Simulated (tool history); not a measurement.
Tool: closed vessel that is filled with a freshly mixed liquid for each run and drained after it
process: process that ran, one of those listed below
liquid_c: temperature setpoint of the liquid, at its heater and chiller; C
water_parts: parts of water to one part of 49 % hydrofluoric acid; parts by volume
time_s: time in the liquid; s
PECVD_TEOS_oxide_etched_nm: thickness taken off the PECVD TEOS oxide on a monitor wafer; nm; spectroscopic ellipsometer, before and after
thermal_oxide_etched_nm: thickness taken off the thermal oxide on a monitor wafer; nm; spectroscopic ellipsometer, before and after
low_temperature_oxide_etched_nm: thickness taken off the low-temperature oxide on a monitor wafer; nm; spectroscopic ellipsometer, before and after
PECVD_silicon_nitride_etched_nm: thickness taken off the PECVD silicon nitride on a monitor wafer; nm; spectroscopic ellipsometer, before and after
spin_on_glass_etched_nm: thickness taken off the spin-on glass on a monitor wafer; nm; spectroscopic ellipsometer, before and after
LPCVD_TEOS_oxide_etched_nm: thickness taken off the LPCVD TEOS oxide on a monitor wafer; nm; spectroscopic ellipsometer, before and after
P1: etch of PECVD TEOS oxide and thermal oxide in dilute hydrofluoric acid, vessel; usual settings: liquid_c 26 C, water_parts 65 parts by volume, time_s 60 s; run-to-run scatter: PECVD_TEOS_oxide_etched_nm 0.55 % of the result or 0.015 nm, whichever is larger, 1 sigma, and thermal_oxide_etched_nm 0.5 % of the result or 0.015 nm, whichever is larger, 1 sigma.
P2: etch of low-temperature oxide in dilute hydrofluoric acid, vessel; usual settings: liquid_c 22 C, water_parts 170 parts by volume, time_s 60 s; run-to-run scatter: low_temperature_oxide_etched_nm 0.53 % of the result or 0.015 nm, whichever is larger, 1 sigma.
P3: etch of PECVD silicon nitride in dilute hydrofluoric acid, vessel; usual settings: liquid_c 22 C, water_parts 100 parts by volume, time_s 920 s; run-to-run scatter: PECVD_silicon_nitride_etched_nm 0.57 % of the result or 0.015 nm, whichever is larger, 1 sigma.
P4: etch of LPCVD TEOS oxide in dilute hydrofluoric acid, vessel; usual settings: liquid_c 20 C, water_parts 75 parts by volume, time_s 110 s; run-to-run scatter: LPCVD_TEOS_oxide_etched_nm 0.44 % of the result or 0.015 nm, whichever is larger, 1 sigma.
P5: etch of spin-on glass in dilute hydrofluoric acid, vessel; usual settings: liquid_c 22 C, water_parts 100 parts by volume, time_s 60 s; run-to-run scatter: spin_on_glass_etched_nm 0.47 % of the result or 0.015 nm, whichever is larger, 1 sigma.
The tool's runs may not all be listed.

run   hour  process  liquid_c  water_parts  time_s  PECVD_TEOS_oxide_etched_nm  thermal_oxide_etched_nm  low_temperature_oxide_etched_nm  PECVD_silicon_nitride_etched_nm  spin_on_glass_etched_nm  LPCVD_TEOS_oxide_etched_nm
  1   13.2       P1        26           65      60                      16.512                   5.0334
  2   26.5       P1        26           65      60                      16.547                   5.0537
  3   37.1       P2        17          170      60                                                                                8.5123
  4   49.3       P2        22           90      60                                                                                21.578
  5   59.6       P3        22          100    1525                                                                                                                 75.948
  6   72.5       P1        26           65     115                      31.781                   9.7086
  7     81       P1        26          105      95                       15.47                   4.6953
  8     89       P5        22          100     100                                                                                                                                          37.108
  9   95.2       P3        22           25     920                                                                                                                 174.65
 10  108.1       P1        26           65      60                      16.687                   5.0541
 11  122.1       P4        20           75     110                                                                                                                                                                      22.326
 12  131.2       P2        22          170     100                                                                                 17.31
 13    145       P5        22          100      60                                                                                                                                          22.249
 14  155.2       P5        22           60      60                                                                                                                                          39.043
 15  162.1       P4        17           75     110                                                                                                                                                                      19.612
 16    176       P1        26           65      30                       8.266                   2.5044
 17  184.2       P1        26           65      60                      16.548                    5.034
 18  192.8       P1        26           65      60                      16.586                   5.0044
 19  205.8       P4        20          135     110                                                                                                                                                                      11.556
 20  217.5       P4        20           75     215                                                                                                                                                                      43.397
 21  229.6       P5        22          100      60                                                                                                                                          22.204
 22  240.8       P2        22          170      60                                                                                10.318
 23  253.4       P3        17          100     920                                                                                                                 32.559
 24  263.9       P4        20           75     110                                                                                                                                                                      22.207
 25  277.8       P1        21           25      60                      36.938                   11.225
 26  290.5       P3        22          100     920                                                                                                                 45.808
 27  299.4       P1      20.5           65      60                      13.238                   4.0159
 28  307.7       P1        26           65      60                       16.54                   5.0324
 29  319.5       P1        26           90      60                      11.525                   3.5054
 30  332.5       P1        34           65      60                      22.544                   6.8528
 31  339.5       P1      31.5           20      60                       71.61                   21.674
 32  349.5       P1        26           20      60                      57.266                   17.428
 33  362.1       P5      30.5          100      60                                                                                                                                          30.896
 34  370.6       P1        26           65      60                      16.612                   5.0183
 35  383.5       P1        26           65      60                      17.359                   5.2492
 36    397       P1        26           65      60                      17.683                   5.3583
 37  408.1       P1        26           65      60                      17.924                   5.4384
 38  418.3       P1        26           65      60                      17.739                   5.4183
 39  426.7       P1        26           65      60                      17.924                   5.4396
 40  439.8       P1        26           65      60                      17.955                   5.4965

What P1 gives has crept away from where it was. These 2 causes fit the log equally well, each at the size given:
A: liquid hotter than its thermometer reads (K) = 1.99
B: hydrofluoric acid flow above the setpoint (%) = 7.52
The creep began at about hour 370.6.

4 check runs are offered, one wafer each, their results left as question marks. Which one tells the causes apart?
check 1  452.9       P4        20           75     210                                                                                                                                                                           ?
check 2  452.9       P5      29.5          100      60                                                                                                                                               ?
check 3  452.9       P2        17          170      60                                                                                     ?
check 4  452.9       P3        22          100    1500                                                                                                                      ?

What each check would give under each cause:
  check                           result    if A    if B
check 1       LPCVD_TEOS_oxide_etched_nm  46.197  46.026
check 2          spin_on_glass_etched_nm  32.206  32.465
check 3  low_temperature_oxide_etched_nm  9.2679  9.3049
check 4  PECVD_silicon_nitride_etched_nm  84.977   79.94
How far apart the two closest causes lie, in the result that separates them most: check 1 0.37 %; check 2 0.8 %; check 3 0.4 %; check 4 6.11 %
Check 4 tells the causes apart: in the others they would give nearly the same result.

Check 4 was then run and gave: PECVD_silicon_nitride_etched_nm 79.882 nm. Which cause is it?

It is B: hydrofluoric acid flow above the setpoint (%).
